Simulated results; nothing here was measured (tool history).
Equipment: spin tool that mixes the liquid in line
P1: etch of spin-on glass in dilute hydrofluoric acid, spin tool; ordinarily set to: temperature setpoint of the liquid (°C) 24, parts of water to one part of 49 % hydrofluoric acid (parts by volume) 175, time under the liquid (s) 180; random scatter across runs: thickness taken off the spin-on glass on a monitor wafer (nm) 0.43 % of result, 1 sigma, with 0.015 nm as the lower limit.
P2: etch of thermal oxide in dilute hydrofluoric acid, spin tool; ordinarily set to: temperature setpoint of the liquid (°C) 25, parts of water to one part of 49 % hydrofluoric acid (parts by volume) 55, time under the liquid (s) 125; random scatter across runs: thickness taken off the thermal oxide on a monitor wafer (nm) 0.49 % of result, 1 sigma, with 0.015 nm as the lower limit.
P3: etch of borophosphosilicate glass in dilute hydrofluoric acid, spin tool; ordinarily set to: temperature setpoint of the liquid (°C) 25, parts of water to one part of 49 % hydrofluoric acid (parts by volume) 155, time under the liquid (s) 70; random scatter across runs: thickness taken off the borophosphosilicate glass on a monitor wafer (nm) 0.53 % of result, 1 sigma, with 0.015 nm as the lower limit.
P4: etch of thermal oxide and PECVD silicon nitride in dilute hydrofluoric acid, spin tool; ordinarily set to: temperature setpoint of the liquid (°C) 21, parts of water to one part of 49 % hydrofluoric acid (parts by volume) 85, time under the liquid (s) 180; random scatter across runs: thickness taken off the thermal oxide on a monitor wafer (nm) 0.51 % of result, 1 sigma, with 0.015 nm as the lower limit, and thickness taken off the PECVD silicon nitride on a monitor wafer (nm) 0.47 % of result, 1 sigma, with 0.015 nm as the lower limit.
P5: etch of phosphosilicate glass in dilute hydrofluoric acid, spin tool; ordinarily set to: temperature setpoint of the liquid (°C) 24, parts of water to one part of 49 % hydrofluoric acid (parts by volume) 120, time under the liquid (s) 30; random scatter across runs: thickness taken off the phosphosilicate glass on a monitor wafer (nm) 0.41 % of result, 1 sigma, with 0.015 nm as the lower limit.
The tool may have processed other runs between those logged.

run   hour  process that ran  temperature setpoint of the liquid (°C)  parts of water to one part of 49 % hydrofluoric acid (parts by volume)  time under the liquid (s)  hours since the thermometer was replaced  hours since the hydrofluoric acid flow meter was replaced  thickness taken off the spin-on glass on a monitor wafer (nm)  thickness taken off the borophosphosilicate glass on a monitor wafer (nm)  thickness taken off the thermal oxide on a monitor wafer (nm)  thickness taken off the PECVD silicon nitride on a monitor wafer (nm)  thickness taken off the phosphosilicate glass on a monitor wafer (nm)
  1    2.8                P1                                       24                                                                     175                        180                                     907.3                                                        676                                                         32.486
  2    7.7                P3                                       25                                                                     155                         70                                     912.2                                                      680.9                                                                                                                                    23.538
  3   10.4                P4                                       21                                                                      85                         15                                     914.9                                                      683.6                                                                                                                                                                                                  0.75999                                                                0.56461
  4   14.6                P1                                       24                                                                     175                        180                                     919.1                                                      687.8                                                         32.735
  5   18.2                P2                                       25                                                                      55                        125                                     922.7                                                      691.4                                                                                                                                                                                                   12.212
  6   22.8                P3                                       25                                                                     155                         70                                     927.3                                                        696                                                                                                                                     23.92
  7   27.4                P1                                       24                                                                     240                        180                                     931.9                                                      700.6                                                         22.202
  8   32.3                P4                                       21                                                                      85                        180                                     936.8                                                      705.5                                                                                                                                                                                                   9.2619                                                                 6.6111
  9   35.2                P2                                       18                                                                      55                        125                                     939.7                                                      708.4                                                                                                                                                                                                   9.0828
 10   40.6                P2                                       25                                                                      20                        125                                     945.1                                                      713.8                                                                                                                                                                                                   35.043
 11   44.4                P2                                       25                                                                      55                        190                                     948.9                                                      717.6                                                                                                                                                                                                   18.637
 12   47.5                P4                                       17                                                                      85                        180                                       952                                                      720.7                                                                                                                                                                                                   7.8992                                                                 5.0061
 13   50.6                P1                                       19                                                                     175                        180                                     955.1                                                      723.8                                                         26.805
 14   55.3                P1                                       24                                                                     175                        180                                     959.8                                                      728.5                                                         32.867
 15   60.9                P5                                       24                                                                     120                         30                                     965.4                                                      734.1                                                                                                                                                                                                                                                                                                                                                 45.229
 16   64.3                P1                                       24                                                                      90                        280                                     968.8                                                      737.5                                                         108.13
 17   69.7                P1                                       24                                                                     175                        180                                     974.2                                                      742.9                                                         32.702
 18   74.6                P5                                       24                                                                     120                         15                                     979.1                                                      747.8                                                                                                                                                                                                                                                                                                                                                 22.488
 19   79.2                P5                                       24                                                                     120                         30                                     983.7                                                      752.4                                                                                                                                                                                                                                                                                                                                                 45.265
 20   84.2                P1                                       24                                                                     175                        285                                     988.7                                                      757.4                                                         51.566
 21   87.6                P3                                     17.5                                                                     155                         70                                     992.1                                                      760.8                                                                                                                                    17.766
 22   91.9                P5                                       24                                                                     185                         30                                     996.4                                                      765.1                                                                                                                                                                                                                                                                                                                                                 27.036
 23   95.5                P1                                       24                                                                     175                        180                                      1000                                                      768.7                                                         32.564
 24   98.4                P1                                       24                                                                     175                        180                                    1002.9                                                      771.6                                                         32.705
      98.7  -- hydrofluoric acid flow meter replaced
 25    101                P3                                       25                                                                      60                         70                                    1005.5                                                        2.4                                                                                                                                    68.822
     102.4  -- thermometer replaced
 26  106.8                P1                                       32                                                                     175                        180                                       4.5                                                        8.2                                                         43.182
 27  111.4                P3                                       25                                                                     155                         40                                       9.1                                                       12.8                                                                                                                                    13.518
 28  115.2                P1                                       20                                                                     255                        180                                      12.9                                                       16.6                                                         17.963
 29  119.3                P5                                       32                                                                     120                         30                                        17                                                       20.7                                                                                                                                                                                                                                                                                                                                                 61.016
 30  123.2                P1                                       24                                                                     105                        350                                      20.9                                                       24.6                                                         114.87
 31  128.8                P4                                       21                                                                     125                        180                                      26.5                                                       30.2                                                                                                                                                                                                   6.0285                                                                 4.4974
 32  131.6                P1                                       24                                                                     100                        180                                      29.3                                                         33                                                         61.867
 33  134.7                P1                                       24                                                                     175                         85                                      32.4                                                       36.1                                                         15.304
 34  137.4                P1                                       24                                                                     175                        180                                      35.1                                                       38.8                                                         32.398
 35  140.3                P1                                       24                                                                     175                        180                                        38                                                       41.7                                                          33.05

Run 36 has not been measured yet. What should we expect?
 36  145.2                P1                                       24                                                                     175                        180                                      42.9                                                       46.6                                                              ?

Run 36 gave thickness taken off the spin-on glass on a monitor wafer (nm) 33.827.

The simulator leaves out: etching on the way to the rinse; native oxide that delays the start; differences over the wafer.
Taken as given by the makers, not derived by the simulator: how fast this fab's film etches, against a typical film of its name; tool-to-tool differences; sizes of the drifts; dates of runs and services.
